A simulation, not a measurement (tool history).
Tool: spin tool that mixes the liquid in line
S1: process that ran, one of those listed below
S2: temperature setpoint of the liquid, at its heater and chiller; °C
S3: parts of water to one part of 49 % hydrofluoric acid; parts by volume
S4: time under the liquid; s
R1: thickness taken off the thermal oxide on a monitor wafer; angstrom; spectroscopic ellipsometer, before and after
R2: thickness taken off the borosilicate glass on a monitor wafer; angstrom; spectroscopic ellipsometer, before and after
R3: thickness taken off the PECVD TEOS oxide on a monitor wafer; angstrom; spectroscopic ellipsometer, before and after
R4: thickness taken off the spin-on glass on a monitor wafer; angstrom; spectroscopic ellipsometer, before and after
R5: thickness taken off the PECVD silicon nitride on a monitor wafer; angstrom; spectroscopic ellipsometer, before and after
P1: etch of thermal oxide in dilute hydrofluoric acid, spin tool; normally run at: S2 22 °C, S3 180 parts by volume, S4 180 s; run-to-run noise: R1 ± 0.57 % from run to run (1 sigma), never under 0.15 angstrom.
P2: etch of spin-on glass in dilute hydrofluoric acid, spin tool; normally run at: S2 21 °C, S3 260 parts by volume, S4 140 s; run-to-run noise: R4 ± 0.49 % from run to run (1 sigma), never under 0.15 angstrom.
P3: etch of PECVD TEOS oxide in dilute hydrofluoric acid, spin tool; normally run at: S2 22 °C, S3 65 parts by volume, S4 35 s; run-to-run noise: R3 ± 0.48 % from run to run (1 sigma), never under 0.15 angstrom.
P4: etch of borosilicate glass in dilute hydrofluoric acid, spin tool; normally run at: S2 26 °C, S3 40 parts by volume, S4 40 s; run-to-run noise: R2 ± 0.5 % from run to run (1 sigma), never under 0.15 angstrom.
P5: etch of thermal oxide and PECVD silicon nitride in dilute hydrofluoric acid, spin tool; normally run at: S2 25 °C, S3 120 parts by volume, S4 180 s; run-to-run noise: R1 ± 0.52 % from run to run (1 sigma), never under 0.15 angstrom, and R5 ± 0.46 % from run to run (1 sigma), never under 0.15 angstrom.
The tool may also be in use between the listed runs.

run,hour,S1,S2,S3,S4,R1,R2,R3,R4,R5
1,4.7,P1,22,180,180,41.405,,,,
2,10.2,P4,19,40,40,,210.84,,,
3,13.7,P4,26,65,40,,168.62,,,
4,17,P3,22,65,35,,,86.011,,
5,22.9,P4,26,40,40,,280.5,,,
6,27.9,P3,22,65,65,,,160.73,,
7,32.9,P2,21,260,140,,,,161.57,
8,37.4,P1,22,325,180,20.081,,,,
9,43.1,P1,18.5,245,180,25.154,,,,
10,48.1,P1,22,180,180,41.539,,,,
11,52.5,P1,17,180,180,34.288,,,,
12,57.4,P5,32.5,120,180,95.28,,,,147.31
13,64.5,P1,22,55,180,158.35,,,,
14,69.7,P4,26,40,15,,105.59,,,
15,73.4,P1,30,180,180,54.944,,,,
16,76.8,P3,22,20,35,,,296.92,,
17,82.4,P1,22,180,180,42.079,,,,
18,85.9,P2,25.5,260,140,,,,188.35,
19,91,P1,22,180,330,76.19,,,,
20,97.9,P2,21,100,140,,,,496.45,
21,101.4,P5,25,120,295,119.07,,,,150.87

Run 22 has not been measured yet. What should we expect?
22,108.7,P1,22,180,95,?,,,,

R1: 21.921 angstrom
